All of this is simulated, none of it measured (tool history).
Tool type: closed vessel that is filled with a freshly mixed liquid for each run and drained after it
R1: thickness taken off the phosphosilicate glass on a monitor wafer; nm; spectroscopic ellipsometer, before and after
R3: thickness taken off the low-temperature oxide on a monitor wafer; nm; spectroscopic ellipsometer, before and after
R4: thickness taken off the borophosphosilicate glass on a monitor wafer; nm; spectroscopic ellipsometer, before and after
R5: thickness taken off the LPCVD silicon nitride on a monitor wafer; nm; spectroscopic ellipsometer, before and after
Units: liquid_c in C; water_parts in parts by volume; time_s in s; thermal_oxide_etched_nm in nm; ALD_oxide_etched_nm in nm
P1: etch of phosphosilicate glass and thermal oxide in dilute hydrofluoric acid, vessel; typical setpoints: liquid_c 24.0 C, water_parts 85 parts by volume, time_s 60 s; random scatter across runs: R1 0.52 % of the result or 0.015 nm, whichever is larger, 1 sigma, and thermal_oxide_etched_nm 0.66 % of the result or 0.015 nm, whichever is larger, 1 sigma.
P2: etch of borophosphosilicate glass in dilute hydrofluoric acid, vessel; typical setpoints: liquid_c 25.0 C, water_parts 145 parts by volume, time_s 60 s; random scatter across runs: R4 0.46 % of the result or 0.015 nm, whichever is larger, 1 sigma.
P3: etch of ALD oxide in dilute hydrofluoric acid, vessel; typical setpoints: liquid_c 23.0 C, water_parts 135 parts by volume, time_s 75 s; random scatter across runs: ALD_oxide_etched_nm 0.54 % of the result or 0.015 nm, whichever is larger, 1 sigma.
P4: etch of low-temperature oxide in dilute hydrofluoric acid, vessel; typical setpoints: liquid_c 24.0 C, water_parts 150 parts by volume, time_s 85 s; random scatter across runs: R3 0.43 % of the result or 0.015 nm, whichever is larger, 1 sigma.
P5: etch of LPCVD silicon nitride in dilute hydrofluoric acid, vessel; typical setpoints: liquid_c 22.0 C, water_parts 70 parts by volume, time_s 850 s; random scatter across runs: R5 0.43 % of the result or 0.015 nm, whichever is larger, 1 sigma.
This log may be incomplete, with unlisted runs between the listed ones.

{"run": 1, "hour": 9.5, "process": "P1", "liquid_c": 24.0, "water_parts": 85, "time_s": 60, "R1": 63.806, "thermal_oxide_etched_nm": 3.229}
{"run": 2, "hour": 22.6, "process": "P4", "liquid_c": 17.0, "water_parts": 150, "time_s": 85, "R3": 12.013}
{"run": 3, "hour": 35.9, "process": "P1", "liquid_c": 20.0, "water_parts": 85, "time_s": 60, "R1": 53.935, "thermal_oxide_etched_nm": 2.8274}
{"run": 4, "hour": 50.9, "process": "P2", "liquid_c": 25.0, "water_parts": 145, "time_s": 100, "R4": 24.455}
{"run": 5, "hour": 62.3, "process": "P1", "liquid_c": 30.5, "water_parts": 85, "time_s": 35, "R1": 48.01, "thermal_oxide_etched_nm": 2.4944}
{"run": 6, "hour": 75.7, "process": "P1", "liquid_c": 24.0, "water_parts": 55, "time_s": 30, "R1": 51.385, "thermal_oxide_etched_nm": 2.6249}
{"run": 7, "hour": 83.6, "process": "P5", "liquid_c": 22.0, "water_parts": 30, "time_s": 850, "R5": 10.93}
{"run": 8, "hour": 95.0, "process": "P5", "liquid_c": 22.0, "water_parts": 70, "time_s": 850, "R5": 4.7679}
{"run": 9, "hour": 104.2, "process": "P1", "liquid_c": 24.0, "water_parts": 85, "time_s": 60, "R1": 64.026, "thermal_oxide_etched_nm": 3.2385}
{"run": 10, "hour": 115.8, "process": "P1", "liquid_c": 24.0, "water_parts": 30, "time_s": 105, "R1": 338.0, "thermal_oxide_etched_nm": 17.499}
{"run": 11, "hour": 123.7, "process": "P1", "liquid_c": 31.5, "water_parts": 85, "time_s": 60, "R1": 85.378, "thermal_oxide_etched_nm": 4.4341}
{"run": 12, "hour": 130.9, "process": "P1", "liquid_c": 24.0, "water_parts": 140, "time_s": 60, "R1": 36.288, "thermal_oxide_etched_nm": 1.8895}
{"run": 13, "hour": 144.6, "process": "P2", "liquid_c": 25.0, "water_parts": 145, "time_s": 60, "R4": 14.648}
{"run": 14, "hour": 158.1, "process": "P1", "liquid_c": 24.0, "water_parts": 85, "time_s": 60, "R1": 63.68, "thermal_oxide_etched_nm": 3.2882}
{"run": 15, "hour": 172.1, "process": "P2", "liquid_c": 32.0, "water_parts": 145, "time_s": 60, "R4": 18.874}
{"run": 16, "hour": 178.8, "process": "P3", "liquid_c": 23.0, "water_parts": 135, "time_s": 75, "ALD_oxide_etched_nm": 6.6276}
{"run": 17, "hour": 190.5, "process": "P1", "liquid_c": 24.0, "water_parts": 85, "time_s": 30, "R1": 31.921, "thermal_oxide_etched_nm": 1.6451}
{"run": 18, "hour": 198.8, "process": "P4", "liquid_c": 24.0, "water_parts": 150, "time_s": 85, "R3": 15.742}
{"run": 19, "hour": 210.1, "process": "P3", "liquid_c": 17.0, "water_parts": 135, "time_s": 75, "ALD_oxide_etched_nm": 5.1768}
{"run": 20, "hour": 219.4, "process": "P4", "liquid_c": 24.0, "water_parts": 150, "time_s": 30, "R3": 5.5252}
{"run": 21, "hour": 231.9, "process": "P1", "liquid_c": 24.0, "water_parts": 85, "time_s": 100, "R1": 106.61, "thermal_oxide_etched_nm": 5.4284}
{"hour": 234.1, "done": "thermometer replaced"}
{"run": 22, "hour": 246.8, "process": "P5", "liquid_c": 28.0, "water_parts": 70, "time_s": 850, "R5": 7.1201}
{"run": 23, "hour": 254.9, "process": "P5", "liquid_c": 22.0, "water_parts": 70, "time_s": 1285, "R5": 7.1589}
{"run": 24, "hour": 268.0, "process": "P1", "liquid_c": 24.0, "water_parts": 85, "time_s": 60, "R1": 63.774, "thermal_oxide_etched_nm": 3.2563}
{"run": 25, "hour": 279.1, "process": "P3", "liquid_c": 23.0, "water_parts": 135, "time_s": 30, "ALD_oxide_etched_nm": 2.6198}
{"run": 26, "hour": 286.3, "process": "P1", "liquid_c": 24.0, "water_parts": 40, "time_s": 60, "R1": 144.12, "thermal_oxide_etched_nm": 7.3862}
{"run": 27, "hour": 293.1, "process": "P3", "liquid_c": 23.0, "water_parts": 135, "time_s": 75, "ALD_oxide_etched_nm": 6.6673}
{"run": 28, "hour": 301.2, "process": "P3", "liquid_c": 23.0, "water_parts": 250, "time_s": 75, "ALD_oxide_etched_nm": 3.1633}
{"run": 29, "hour": 312.1, "process": "P2", "liquid_c": 25.0, "water_parts": 145, "time_s": 60, "R4": 14.61}
{"run": 30, "hour": 318.9, "process": "P2", "liquid_c": 25.0, "water_parts": 65, "time_s": 60, "R4": 36.276}
{"run": 31, "hour": 334.0, "process": "P1", "liquid_c": 24.0, "water_parts": 85, "time_s": 60, "R1": 63.23, "thermal_oxide_etched_nm": 3.3341}
{"run": 32, "hour": 345.1, "process": "P1", "liquid_c": 24.0, "water_parts": 85, "time_s": 60, "R1": 64.229, "thermal_oxide_etched_nm": 3.294}
{"run": 33, "hour": 352.7, "process": "P4", "liquid_c": 24.0, "water_parts": 150, "time_s": 85, "R3": 15.835}
{"run": 34, "hour": 360.5, "process": "P4", "liquid_c": 24.0, "water_parts": 270, "time_s": 85, "R3": 7.6584}
{"run": 35, "hour": 371.8, "process": "P1", "liquid_c": 24.0, "water_parts": 85, "time_s": 60, "R1": 63.467, "thermal_oxide_etched_nm": 3.2661}
{"run": 36, "hour": 379.4, "process": "P1", "liquid_c": 24.0, "water_parts": 85, "time_s": 60, "R1": 65.696, "thermal_oxide_etched_nm": 3.3414}
{"run": 37, "hour": 389.8, "process": "P1", "liquid_c": 24.0, "water_parts": 85, "time_s": 60, "R1": 67.038, "thermal_oxide_etched_nm": 3.3755}
{"run": 38, "hour": 399.0, "process": "P1", "liquid_c": 24.0, "water_parts": 85, "time_s": 60, "R1": 67.725, "thermal_oxide_etched_nm": 3.4771}
{"run": 39, "hour": 411.5, "process": "P1", "liquid_c": 24.0, "water_parts": 85, "time_s": 60, "R1": 68.16, "thermal_oxide_etched_nm": 3.5439}
{"run": 40, "hour": 418.9, "process": "P1", "liquid_c": 24.0, "water_parts": 85, "time_s": 60, "R1": 68.611, "thermal_oxide_etched_nm": 3.5498}
{"run": 41, "hour": 433.9, "process": "P1", "liquid_c": 24.0, "water_parts": 85, "time_s": 60, "R1": 69.054, "thermal_oxide_etched_nm": 3.5143}
{"run": 42, "hour": 448.8, "process": "P1", "liquid_c": 24.0, "water_parts": 85, "time_s": 60, "R1": 69.598, "thermal_oxide_etched_nm": 3.6187}

What P1 gives has crept away from where it was. These 2 causes fit the log equally well, each at the size given:
A: hydrofluoric acid flow above the setpoint (%) = 7.34
B: liquid hotter than its thermometer reads (K) = 1.97
The onset of the drift is placed at about hour 371.8.

Each of the 4 check runs below uses one wafer; its results are left as question marks. Which run tells the causes apart?
{"run": "check 1", "hour": 463.7, "process": "P4", "liquid_c": 24.0, "water_parts": 150, "time_s": 85, "R3": "?"}
{"run": "check 2", "hour": 463.7, "process": "P3", "liquid_c": 23.0, "water_parts": 135, "time_s": 75, "ALD_oxide_etched_nm": "?"}
{"run": "check 3", "hour": 463.7, "process": "P5", "liquid_c": 22.0, "water_parts": 70, "time_s": 850, "R5": "?"}
{"run": "check 4", "hour": 463.7, "process": "P2", "liquid_c": 25.0, "water_parts": 145, "time_s": 60, "R4": "?"}

What every check run would give for each of its results, assuming each possible cause in turn:
check=check_1 result=R3 if_A=17.1590 if_B=17.0210
check=check_2 result=ALD_oxide_etched_nm if_A=7.1659 if_B=7.1281
check=check_3 result=R5 if_A=5.1026 if_B=5.4357
check=check_4 result=R4 if_A=15.928 if_B=15.792
Smallest distance between any two causes, each pair judged by its most separating result, in per cent: check 1 0.81 %; check 2 0.53 %; check 3 6.32 %; check 4 0.86 %
Only in check 3 would the causes give clearly different results; in the remaining checks their results would be nearly the same.

After running check 3, the following was obtained: R5 5.4531 nm. Which cause does this point to?

The cause is B: liquid hotter than its thermometer reads (K).
